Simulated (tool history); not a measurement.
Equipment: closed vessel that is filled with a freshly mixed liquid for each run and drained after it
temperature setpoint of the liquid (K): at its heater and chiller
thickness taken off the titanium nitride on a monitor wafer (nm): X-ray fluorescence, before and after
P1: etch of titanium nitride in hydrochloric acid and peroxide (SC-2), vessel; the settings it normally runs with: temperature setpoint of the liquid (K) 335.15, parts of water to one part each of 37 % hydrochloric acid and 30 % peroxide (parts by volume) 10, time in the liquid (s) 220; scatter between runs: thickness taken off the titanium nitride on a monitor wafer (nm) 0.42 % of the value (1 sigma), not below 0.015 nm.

run	day	temperature setpoint of the liquid (K)	parts of water to one part each of 37 % hydrochloric acid and 30 % peroxide (parts by volume)	time in the liquid (s)	thickness taken off the titanium nitride on a monitor wafer (nm)
1	0.296	335.15	10	220	15.23
2	0.512	335.15	18	220	9.1667
3	0.696	335.15	15	320	15.637
# day 0.758: thermometer replaced
4	0.929	335.15	10	220	15.31
5	1.246	327.15	10	360	14.988
6	1.462	318.65	10	220	5.2202
7	1.7	335.15	10	40	2.767
8	1.954	335.15	10	220	15.231
9	2.238	345.15	10	220	27.798
10	2.412	335.15	10	415	28.894
11	2.592	335.15	10	220	15.253
12	2.808	335.15	4	220	30.423

What does the tool deliver on the next run?
13	3.108	319.65	10	350	?

thickness taken off the titanium nitride on a monitor wafer (nm): 8.8602

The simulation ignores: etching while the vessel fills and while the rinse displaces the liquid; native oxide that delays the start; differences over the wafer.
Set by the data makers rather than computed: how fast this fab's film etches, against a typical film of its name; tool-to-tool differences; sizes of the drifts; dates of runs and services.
